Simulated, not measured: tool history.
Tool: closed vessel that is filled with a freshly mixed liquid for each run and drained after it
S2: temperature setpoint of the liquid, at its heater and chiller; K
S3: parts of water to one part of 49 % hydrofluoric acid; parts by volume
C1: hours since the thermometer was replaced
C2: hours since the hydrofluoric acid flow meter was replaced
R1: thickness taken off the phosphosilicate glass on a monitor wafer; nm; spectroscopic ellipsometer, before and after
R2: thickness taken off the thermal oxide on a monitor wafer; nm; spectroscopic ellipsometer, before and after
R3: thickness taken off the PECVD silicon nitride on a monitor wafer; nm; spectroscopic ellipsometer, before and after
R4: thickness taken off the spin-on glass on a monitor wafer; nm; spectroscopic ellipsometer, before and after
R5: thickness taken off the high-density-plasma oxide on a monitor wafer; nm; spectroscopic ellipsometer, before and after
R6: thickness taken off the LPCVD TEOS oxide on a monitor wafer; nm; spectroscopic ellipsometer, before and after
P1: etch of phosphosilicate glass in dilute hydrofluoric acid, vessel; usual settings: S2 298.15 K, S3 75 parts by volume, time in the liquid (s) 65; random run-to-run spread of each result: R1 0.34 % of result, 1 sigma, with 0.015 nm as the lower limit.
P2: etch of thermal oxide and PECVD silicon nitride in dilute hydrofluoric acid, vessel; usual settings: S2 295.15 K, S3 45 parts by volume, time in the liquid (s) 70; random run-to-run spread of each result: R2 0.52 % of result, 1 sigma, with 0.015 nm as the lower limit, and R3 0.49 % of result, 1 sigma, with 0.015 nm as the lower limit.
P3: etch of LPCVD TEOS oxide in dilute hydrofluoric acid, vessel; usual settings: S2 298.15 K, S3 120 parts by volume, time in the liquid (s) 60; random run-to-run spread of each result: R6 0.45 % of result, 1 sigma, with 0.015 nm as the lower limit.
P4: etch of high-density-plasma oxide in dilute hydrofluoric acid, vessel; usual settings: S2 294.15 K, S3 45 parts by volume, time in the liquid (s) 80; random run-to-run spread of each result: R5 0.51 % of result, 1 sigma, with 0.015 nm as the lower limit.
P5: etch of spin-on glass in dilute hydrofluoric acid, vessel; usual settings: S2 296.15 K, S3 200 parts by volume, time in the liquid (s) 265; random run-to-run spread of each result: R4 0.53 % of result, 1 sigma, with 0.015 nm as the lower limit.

run 1 day=0.675 | process_that_ran=P1 S2=298.15 S3=75 time_in_the_liquid_(s)=65 | C1=703.5 C2=1038.8 | R1=57.258
run 2 day=1.033 | process_that_ran=P1 S2=298.15 S3=75 time_in_the_liquid_(s)=65 | C1=712.1 C2=1047.4 | R1=57.049
run 3 day=1.425 | process_that_ran=P1 S2=298.15 S3=45 time_in_the_liquid_(s)=65 | C1=721.5 C2=1056.8 | R1=99.422
run 4 day=1.858 | process_that_ran=P2 S2=295.15 S3=20 time_in_the_liquid_(s)=70 | C1=731.9 C2=1067.2 | R2=16.5510 R3=11.7720
run 5 day=2.567 | process_that_ran=P1 S2=298.15 S3=75 time_in_the_liquid_(s)=35 | C1=748.9 C2=1084.2 | R1=30.918
run 6 day=3.321 | process_that_ran=P2 S2=295.15 S3=45 time_in_the_liquid_(s)=70 | C1=767.0 C2=1102.3 | R2=7.0813 R3=5.4476
run 7 day=3.754 | process_that_ran=P1 S2=298.15 S3=75 time_in_the_liquid_(s)=100 | C1=777.4 C2=1112.7 | R1=87.700
run 8 day=4.371 | process_that_ran=P5 S2=296.15 S3=200 time_in_the_liquid_(s)=265 | C1=792.2 C2=1127.5 | R4=51.5400
run 9 day=4.742 | process_that_ran=P1 S2=291.65 S3=75 time_in_the_liquid_(s)=65 | C1=801.1 C2=1136.4 | R1=44.105
run 10 day=5.471 | process_that_ran=P1 S2=303.65 S3=75 time_in_the_liquid_(s)=65 | C1=818.6 C2=1153.9 | R1=70.763
run 11 day=6.075 | process_that_ran=P4 S2=294.15 S3=45 time_in_the_liquid_(s)=80 | C1=833.1 C2=1168.4 | R5=8.4257
run 12 day=6.746 | process_that_ran=P5 S2=290.15 S3=200 time_in_the_liquid_(s)=265 | C1=849.2 C2=1184.5 | R4=40.8830
run 13 day=7.275 | process_that_ran=P1 S2=298.15 S3=50 time_in_the_liquid_(s)=105 | C1=861.9 C2=1197.2 | R1=144.100
run 14 day=7.788 | process_that_ran=P1 S2=298.15 S3=75 time_in_the_liquid_(s)=65 | C1=874.2 C2=1209.5 | R1=57.423
run 15 day=8.229 | process_that_ran=P5 S2=296.15 S3=200 time_in_the_liquid_(s)=265 | C1=884.8 C2=1220.1 | R4=52.2850
run 16 day=8.671 | process_that_ran=P3 S2=298.15 S3=120 time_in_the_liquid_(s)=115 | C1=895.4 C2=1230.7 | R6=46.607
run 17 day=9.238 | process_that_ran=P3 S2=298.15 S3=65 time_in_the_liquid_(s)=60 | C1=909.0 C2=1244.3 | R6=47.912
run 18 day=9.942 | process_that_ran=P1 S2=298.15 S3=105 time_in_the_liquid_(s)=65 | C1=925.9 C2=1261.2 | R1=39.487
run 19 day=10.571 | process_that_ran=P5 S2=296.15 S3=295 time_in_the_liquid_(s)=265 | C1=941.0 C2=1276.3 | R4=32.2670
run 20 day=11.083 | process_that_ran=P4 S2=294.15 S3=45 time_in_the_liquid_(s)=80 | C1=953.3 C2=1288.6 | R5=8.3733
run 21 day=11.421 | process_that_ran=P4 S2=294.15 S3=45 time_in_the_liquid_(s)=160 | C1=961.4 C2=1296.7 | R5=16.9040
run 22 day=11.862 | process_that_ran=P1 S2=298.15 S3=75 time_in_the_liquid_(s)=65 | C1=972.0 C2=1307.3 | R1=57.167
run 23 day=12.442 | process_that_ran=P2 S2=295.15 S3=45 time_in_the_liquid_(s)=70 | C1=985.9 C2=1321.2 | R2=7.0568 R3=5.3415
run 24 day=12.783 | process_that_ran=P4 S2=294.15 S3=80 time_in_the_liquid_(s)=80 | C1=994.1 C2=1329.4 | R5=4.5550
run 25 day=13.304 | process_that_ran=P1 S2=298.15 S3=75 time_in_the_liquid_(s)=65 | C1=1006.6 C2=1341.9 | R1=57.438
run 26 day=13.946 | process_that_ran=P2 S2=290.15 S3=45 time_in_the_liquid_(s)=70 | C1=1022.0 C2=1357.3 | R2=5.7356 R3=3.7998
run 27 day=14.308 | process_that_ran=P1 S2=292.15 S3=75 time_in_the_liquid_(s)=30 | C1=1030.7 C2=1366.0 | R1=20.538
run 28 day=14.900 | process_that_ran=P3 S2=298.15 S3=120 time_in_the_liquid_(s)=60 | C1=1044.9 C2=1380.2 | R6=24.213
run 29 day=15.679 | process_that_ran=P4 S2=301.15 S3=45 time_in_the_liquid_(s)=80 | C1=1063.6 C2=1398.9 | R5=11.2220
run 30 day=16.233 | process_that_ran=P2 S2=295.15 S3=45 time_in_the_liquid_(s)=30 | C1=1076.9 C2=1412.2 | R2=3.0486 R3=2.3095
run 31 day=16.642 | process_that_ran=P5 S2=296.15 S3=200 time_in_the_liquid_(s)=45 | C1=1086.7 C2=1422.0 | R4=8.8183
run 32 day=17.196 | process_that_ran=P1 S2=298.15 S3=75 time_in_the_liquid_(s)=65 | C1=1100.0 C2=1435.3 | R1=57.374
run 33 day=17.658 | process_that_ran=P3 S2=293.65 S3=120 time_in_the_liquid_(s)=60 | C1=1111.1 C2=1446.4 | R6=20.426
run 34 day=18.071 | process_that_ran=P1 S2=298.15 S3=75 time_in_the_liquid_(s)=65 | C1=1121.0 C2=1456.3 | R1=57.272
run 35 day=18.458 | process_that_ran=P1 S2=298.15 S3=75 time_in_the_liquid_(s)=65 | C1=1130.3 C2=1465.6 | R1=58.501
run 36 day=18.946 | process_that_ran=P1 S2=298.15 S3=75 time_in_the_liquid_(s)=65 | C1=1142.0 C2=1477.3 | R1=59.863
run 37 day=19.321 | process_that_ran=P1 S2=298.15 S3=75 time_in_the_liquid_(s)=65 | C1=1151.0 C2=1486.3 | R1=60.131
run 38 day=19.775 | process_that_ran=P1 S2=298.15 S3=75 time_in_the_liquid_(s)=65 | C1=1161.9 C2=1497.2 | R1=60.111
run 39 day=20.354 | process_that_ran=P1 S2=298.15 S3=75 time_in_the_liquid_(s)=65 | C1=1175.8 C2=1511.1 | R1=61.020
run 40 day=21.071 | process_that_ran=P1 S2=298.15 S3=75 time_in_the_liquid_(s)=65 | C1=1193.0 C2=1528.3 | R1=61.539
run 41 day=21.838 | process_that_ran=P1 S2=298.15 S3=75 time_in_the_liquid_(s)=65 | C1=1211.4 C2=1546.7 | R1=61.747
run 42 day=22.250 | process_that_ran=P1 S2=298.15 S3=75 time_in_the_liquid_(s)=65 | C1=1221.3 C2=1556.6 | R1=61.416
run 43 day=22.650 | process_that_ran=P1 S2=298.15 S3=75 time_in_the_liquid_(s)=65 | C1=1230.9 C2=1566.2 | R1=61.924
run 44 day=23.204 | process_that_ran=P1 S2=298.15 S3=75 time_in_the_liquid_(s)=65 | C1=1244.2 C2=1579.5 | R1=62.185

The output of P1 has drifted from where it used to be. Each of the 2 causes below, taken at the size shown beside it, accounts for the log equally well:
A: hydrofluoric acid flow above the setpoint (%) = 7.11
B: liquid hotter than its thermometer reads (K) = 1.9
The process output started creeping at around day 18.071.

Which of the 4 check runs listed below separates the causes, so that each cause would produce a clearly different result? Each run uses one wafer, and its results are marked with question marks.
run check 1 day=23.758 | process_that_ran=P5 S2=291.65 S3=200 time_in_the_liquid_(s)=265 | R4=?
run check 2 day=23.758 | process_that_ran=P4 S2=294.15 S3=75 time_in_the_liquid_(s)=155 | R5=?
run check 3 day=23.758 | process_that_ran=P2 S2=295.15 S3=35 time_in_the_liquid_(s)=70 | R2=? R3=?
run check 4 day=23.758 | process_that_ran=P3 S2=298.15 S3=80 time_in_the_liquid_(s)=105 | R6=?

Predicted outcomes, by check and by cause:
check=check_1 result=R4 if_A=47.4120 if_B=47.0550
check=check_2 result=R5 if_A=10.1510 if_B=10.1850
check=check_3 result=R2 if_A=9.8819 if_B=9.9637
check=check_3 result=R3 if_A=7.3697 if_B=7.8545
check=check_4 result=R6 if_A=72.204 if_B=72.169
Smallest distance between any two causes, each pair judged by its most separating result, in per cent: check 1 0.76 %; check 2 0.34 %; check 3 6.37 %; check 4 0.05 %
Of the check runs offered, only check 3 discriminates between the causes; the rest would read about the same regardless of which cause applies.

Running check 3 produced the following: R2 9.9215 nm; R3 7.3081 nm. Which one of the listed causes fits?

It was cause A: hydrofluoric acid flow above the setpoint (%).
